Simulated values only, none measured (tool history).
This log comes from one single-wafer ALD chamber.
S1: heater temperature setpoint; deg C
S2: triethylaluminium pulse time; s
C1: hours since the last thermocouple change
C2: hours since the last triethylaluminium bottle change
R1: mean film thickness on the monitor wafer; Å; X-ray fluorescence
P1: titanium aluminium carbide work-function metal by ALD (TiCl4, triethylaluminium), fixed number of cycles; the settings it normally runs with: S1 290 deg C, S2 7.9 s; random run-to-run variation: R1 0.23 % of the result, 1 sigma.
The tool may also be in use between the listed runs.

run 1 hour=10.7 | S1=290 S2=7.9 | C1=1198.7 C2=456.5 | R1=18.714
run 2 hour=21.5 | S1=280 S2=11.21 | C1=1209.5 C2=467.3 | R1=18.72
run 3 hour=28.9 | S1=290 S2=11.23 | C1=1216.9 C2=474.7 | R1=19.627
run 4 hour=37.1 | S1=309 S2=3.53 | C1=1225.1 C2=482.9 | R1=15.269
run 5 hour=43.1 | S1=290 S2=7.9 | C1=1231.1 C2=488.9 | R1=18.651
run 6 hour=50.5 | S1=290 S2=7.9 | C1=1238.5 C2=496.3 | R1=18.651
run 7 hour=56.7 | S1=290 S2=7.9 | C1=1244.7 C2=502.5 | R1=18.705
run 8 hour=66.7 | S1=290 S2=7.9 | C1=1254.7 C2=512.5 | R1=18.734
run 9 hour=73.3 | S1=290 S2=7.9 | C1=1261.3 C2=519.1 | R1=18.751
run 10 hour=81.8 | S1=290 S2=3.02 | C1=1269.8 C2=527.6 | R1=12.94
-- hour=89.5 thermocouple changed; heater temperature recalibrated
run 11 hour=92.5 | S1=268 S2=11.7 | C1=3.1 C2=538.3 | R1=17.865
run 12 hour=97.4 | S1=312 S2=7.9 | C1=8 C2=543.2 | R1=20.509
run 13 hour=105.2 | S1=269 S2=7.9 | C1=15.8 C2=551 | R1=16.984
run 14 hour=114.3 | S1=290 S2=7.9 | C1=24.9 C2=560.1 | R1=18.749
run 15 hour=122.5 | S1=290 S2=7.9 | C1=33.1 C2=568.3 | R1=18.56
run 16 hour=129.4 | S1=290 S2=7.9 | C1=40 C2=575.2 | R1=18.526
run 17 hour=135.5 | S1=290 S2=7.9 | C1=46.1 C2=581.3 | R1=18.443
run 18 hour=142 | S1=290 S2=7.9 | C1=52.6 C2=587.8 | R1=18.46
run 19 hour=150.1 | S1=290 S2=7.9 | C1=60.7 C2=595.9 | R1=18.367
run 20 hour=156.4 | S1=290 S2=7.9 | C1=67 C2=602.2 | R1=18.448
run 21 hour=163.4 | S1=290 S2=7.9 | C1=74 C2=609.2 | R1=18.352
run 22 hour=171 | S1=290 S2=7.9 | C1=81.6 C2=616.8 | R1=18.389
run 23 hour=177.8 | S1=290 S2=7.9 | C1=88.4 C2=623.6 | R1=18.395
run 24 hour=187.8 | S1=290 S2=7.9 | C1=98.4 C2=633.6 | R1=18.289
run 25 hour=193.6 | S1=290 S2=7.9 | C1=104.2 C2=639.4 | R1=18.362

The output of P1 has drifted from where it used to be. Each of the 2 causes below, taken at the size shown beside it, accounts for the log equally well:
A: wafer temperature below the value expected at the setpoint (K) = 4.63
B: triethylaluminium dose below that of a fresh bottle (%) = 9.53
Onset of the creep was near hour 114.3.

Each of the 4 check runs below uses one wafer; its results are left as question marks. Which run tells the causes apart?
run check 1 hour=199.4 | S1=278 S2=7.9 | R1=?
run check 2 hour=199.4 | S1=276 S2=7.9 | R1=?
run check 3 hour=199.4 | S1=290 S2=4.61 | R1=?
run check 4 hour=199.4 | S1=281 S2=7.9 | R1=?

Expected result of each check under each candidate cause:
check=check_1 result=R1 if_A=17.329 if_B=17.345
check=check_2 result=R1 if_A=17.164 if_B=17.182
check=check_3 result=R1 if_A=15.615 if_B=15.278
check=check_4 result=R1 if_A=17.578 if_B=17.59
Minimum pairwise separation of causes per check, each pair taken at its best-separating result: check 1 0.09 %; check 2 0.11 %; check 3 2.18 %; check 4 0.07 %
Of the check runs offered, only check 3 discriminates between the causes; the rest would read about the same regardless of which cause applies.

Check 3 has now been run. It gave: R1 15.295 Å. Which of the candidate causes is it?

It was cause B: triethylaluminium dose below that of a fresh bottle (%).
